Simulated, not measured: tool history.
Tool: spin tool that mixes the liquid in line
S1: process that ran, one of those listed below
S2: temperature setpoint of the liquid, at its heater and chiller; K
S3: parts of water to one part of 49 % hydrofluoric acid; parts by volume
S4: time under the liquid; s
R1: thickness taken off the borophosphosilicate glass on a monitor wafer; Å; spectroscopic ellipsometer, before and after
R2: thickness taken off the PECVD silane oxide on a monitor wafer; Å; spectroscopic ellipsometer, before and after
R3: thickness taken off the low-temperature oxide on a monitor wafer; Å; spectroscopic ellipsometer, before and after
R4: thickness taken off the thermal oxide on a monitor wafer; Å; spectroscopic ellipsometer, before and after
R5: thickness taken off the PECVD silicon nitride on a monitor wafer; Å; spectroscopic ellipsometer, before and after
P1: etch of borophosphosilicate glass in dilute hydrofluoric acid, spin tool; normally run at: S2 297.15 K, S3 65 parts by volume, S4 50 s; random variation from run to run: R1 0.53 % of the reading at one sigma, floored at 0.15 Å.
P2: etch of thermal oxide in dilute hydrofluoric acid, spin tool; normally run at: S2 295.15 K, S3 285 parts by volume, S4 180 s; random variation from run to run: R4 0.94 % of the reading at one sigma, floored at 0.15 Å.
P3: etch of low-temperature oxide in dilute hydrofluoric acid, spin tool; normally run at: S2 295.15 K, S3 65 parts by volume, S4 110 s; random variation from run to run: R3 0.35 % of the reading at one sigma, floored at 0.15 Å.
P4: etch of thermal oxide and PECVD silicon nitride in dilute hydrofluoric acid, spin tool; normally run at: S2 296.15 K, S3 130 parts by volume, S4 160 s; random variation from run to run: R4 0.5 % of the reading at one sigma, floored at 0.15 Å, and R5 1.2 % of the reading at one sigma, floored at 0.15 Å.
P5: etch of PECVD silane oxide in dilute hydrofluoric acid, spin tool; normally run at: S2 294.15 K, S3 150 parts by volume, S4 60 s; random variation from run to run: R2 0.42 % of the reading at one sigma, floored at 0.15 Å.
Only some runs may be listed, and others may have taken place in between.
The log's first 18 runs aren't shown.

{"run": 19, "hour": 140.6, "S1": "P1", "S2": 297.15, "S3": 20, "S4": 15, "R1": 434.5}
{"run": 20, "hour": 149.5, "S1": "P3", "S2": 295.15, "S3": 65, "S4": 15, "R3": 51.458}
{"run": 21, "hour": 159.1, "S1": "P5", "S2": 290.15, "S3": 150, "S4": 60, "R2": 78.158}
{"run": 22, "hour": 163.6, "S1": "P4", "S2": 296.15, "S3": 220, "S4": 160, "R4": 28.137, "R5": 11.62}
{"run": 23, "hour": 172.0, "S1": "P1", "S2": 297.15, "S3": 20, "S4": 50, "R1": 1439.1}
{"run": 24, "hour": 178.9, "S1": "P1", "S2": 302.15, "S3": 65, "S4": 50, "R1": 512.44}
{"run": 25, "hour": 184.1, "S1": "P4", "S2": 296.15, "S3": 130, "S4": 160, "R4": 52.375, "R5": 19.602}
{"run": 26, "hour": 188.6, "S1": "P4", "S2": 296.15, "S3": 130, "S4": 320, "R4": 104.96, "R5": 39.134}
{"run": 27, "hour": 196.5, "S1": "P2", "S2": 295.15, "S3": 285, "S4": 180, "R4": 21.976}

Run 28, settings as shown, results not yet in. Your forecast:
{"run": 28, "hour": 202.5, "S1": "P2", "S2": 295.15, "S3": 285, "S4": 15, "R4": "?"}

For run 28 the tool returned R4 1.8828 Å.
